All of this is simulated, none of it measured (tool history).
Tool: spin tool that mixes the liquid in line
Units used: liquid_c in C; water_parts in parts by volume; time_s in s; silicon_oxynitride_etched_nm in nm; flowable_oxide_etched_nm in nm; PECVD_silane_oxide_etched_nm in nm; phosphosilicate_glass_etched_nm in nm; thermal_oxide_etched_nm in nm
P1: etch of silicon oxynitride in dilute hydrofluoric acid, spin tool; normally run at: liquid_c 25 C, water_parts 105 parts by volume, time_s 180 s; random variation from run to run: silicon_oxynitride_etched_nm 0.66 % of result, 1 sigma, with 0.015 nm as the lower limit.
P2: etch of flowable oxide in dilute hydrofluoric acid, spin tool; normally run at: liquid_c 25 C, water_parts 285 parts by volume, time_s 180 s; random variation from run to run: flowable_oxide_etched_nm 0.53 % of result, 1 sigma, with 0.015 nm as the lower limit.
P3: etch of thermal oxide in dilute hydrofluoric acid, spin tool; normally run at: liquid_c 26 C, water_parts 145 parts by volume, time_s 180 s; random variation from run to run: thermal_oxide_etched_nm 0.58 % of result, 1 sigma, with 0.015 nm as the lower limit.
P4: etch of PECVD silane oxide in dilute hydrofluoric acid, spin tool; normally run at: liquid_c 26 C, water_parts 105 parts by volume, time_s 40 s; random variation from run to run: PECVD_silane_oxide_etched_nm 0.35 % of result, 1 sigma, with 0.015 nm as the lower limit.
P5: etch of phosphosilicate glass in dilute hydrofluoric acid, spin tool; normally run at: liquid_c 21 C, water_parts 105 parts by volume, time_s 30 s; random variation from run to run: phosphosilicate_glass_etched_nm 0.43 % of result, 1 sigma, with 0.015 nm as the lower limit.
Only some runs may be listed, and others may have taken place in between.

run   hour  process  liquid_c  water_parts  time_s  hours since the thermometer was replaced  hours since the hydrofluoric acid flow meter was replaced  silicon_oxynitride_etched_nm  flowable_oxide_etched_nm  PECVD_silane_oxide_etched_nm  phosphosilicate_glass_etched_nm  thermal_oxide_etched_nm
  1    9.3       P1        25          105     180                                       675                                                        343                        4.0808
  2   20.1       P2        25          285     180                                     685.8                                                      353.8                                                  17.504
  3   34.7       P1        25          105      20                                     700.4                                                      368.4                        0.4457
  4   48.1       P4        26           25      40                                     713.8                                                      381.8                                                                                27.664
  5   57.9       P5        21          105      15                                     723.6                                                      391.6                                                                                                                 12.894
  6   68.7       P3        26          145      90                                     734.4                                                      402.4                                                                                                                                          3.0802
  7   81.3       P1        25          160     330                                       747                                                        415                        4.6746
  8     92       P1        25          105     285                                     757.7                                                      425.7                        6.3751
  9  100.8       P3      18.5          145     180                                     766.5                                                      434.5                                                                                                                                          4.5392
 10  112.3       P3        26           65     180                                       778                                                        446                                                                                                                                          15.083
 11  122.3       P2        25          285     345                                       788                                                        456                                                  33.276
 12  138.9       P3        26          145     180                                     804.6                                                      472.6                                                                                                                                          6.1627
 13  155.3       P1        25          105     180                                       821                                                        489                        4.0581
 14  163.5       P2        25          285     180                                     829.2                                                      497.2                                                  17.552
 15  178.2       P5        21           55      30                                     843.9                                                      511.9                                                                                                                 52.005
 16  188.6       P2        25          520     180                                     854.3                                                      522.3                                                  7.7615
 17  199.6       P4        34          105      40                                     865.3                                                      533.3                                                                                8.0271
 18  211.1       P4        26          105      40                                     876.8                                                      544.8                                                                                5.9401
 19  227.5       P4        26          105      75                                     893.2                                                      561.2                                                                                11.157
 20  234.8       P1        25           25     180                                     900.5                                                      568.5                        18.159
 21  243.1       P2      32.5          285     180                                     908.8                                                      576.8                                                   22.24
 22  251.1       P1      21.5          105     345                                     916.8                                                      584.8                        6.6743
 23  262.5       P5        17          105      30                                     928.2                                                      596.2                                                                                                                 21.809
 24  272.3       P1        25          105     180                                       938                                                        606                        4.0346
 25  288.4       P1        25          105     180                                     954.1                                                      622.1                        4.0925
 26  301.6       P1      31.5          105     180                                     967.3                                                      635.3                         5.504
 27  316.9       P5        21          105      30                                     982.6                                                      650.6                                                                                                                 25.867
 28    333       P1        25          180     180                                     998.7                                                      666.7                        2.2209
 29  340.6       P1      21.5          105     180                                    1006.3                                                      674.3                        3.4326
 30  350.8       P1        25          105     180                                    1016.5                                                      684.5                        4.0475
 31  362.3       P1        25          105     180                                      1028                                                        696                        3.9567
 32  376.1       P1        25          105     180                                    1041.8                                                      709.8                        3.8708
 33  391.6       P1        25          105     180                                    1057.3                                                      725.3                        3.8426
 34  399.7       P1        25          105     180                                    1065.4                                                      733.4                         3.839
 35  413.7       P1        25          105     180                                    1079.4                                                      747.4                        3.8105
 36  423.9       P1        25          105     180                                    1089.6                                                      757.6                        3.8118
 37  432.5       P1        25          105     180                                    1098.2                                                      766.2                         3.768
 38  446.5       P1        25          105     180                                    1112.2                                                      780.2                        3.8127
 39  455.1       P1        25          105     180                                    1120.8                                                      788.8                        3.8281
 40  465.8       P1        25          105     180                                    1131.5                                                      799.5                        3.8025

P1 has crept away from where it was. The log is fitted equally well by each of these 2 causes, at the sizes shown:
A: hydrofluoric acid flow below the setpoint (%) = 5.98
B: liquid colder than its thermometer reads (K) = 1.44
Onset of the creep was near hour 350.8.

Which of the 4 check runs listed below, each an average over 2 wafers with its results shown as question marks, gives clearly different results under the different listed causes?
check 1  476.5       P5        21           55      30                                                                                                                                                                                                                           ?
check 2  476.5       P4        26           30      40                                                                                                                                                                                          ?
check 3  476.5       P2        30          285     180                                                                                                                                                            ?
check 4  476.5       P3        26           70     180                                                                                                                                                                                                                                                    ?

If the cause were each of the candidates in turn, the checks would give the following:
  check                           result    if A    if B
check 1  phosphosilicate_glass_etched_nm  48.863  49.115
check 2     PECVD_silane_oxide_etched_nm  21.601  21.704
check 3         flowable_oxide_etched_nm  19.024   19.69
check 4          thermal_oxide_etched_nm  13.037  13.167
Per check, the gap between the least separated pair of causes, taken in the result that splits them most: check 1 0.52 %; check 2 0.48 %; check 3 3.45 %; check 4 0.99 %
Check 3 is the one run that separates the causes; every other check would come out nearly the same whichever cause is at work.

After running check 3, the following was obtained: flowable_oxide_etched_nm 19.092 nm. Which cause does this point to?

It was cause A: hydrofluoric acid flow below the setpoint (%).
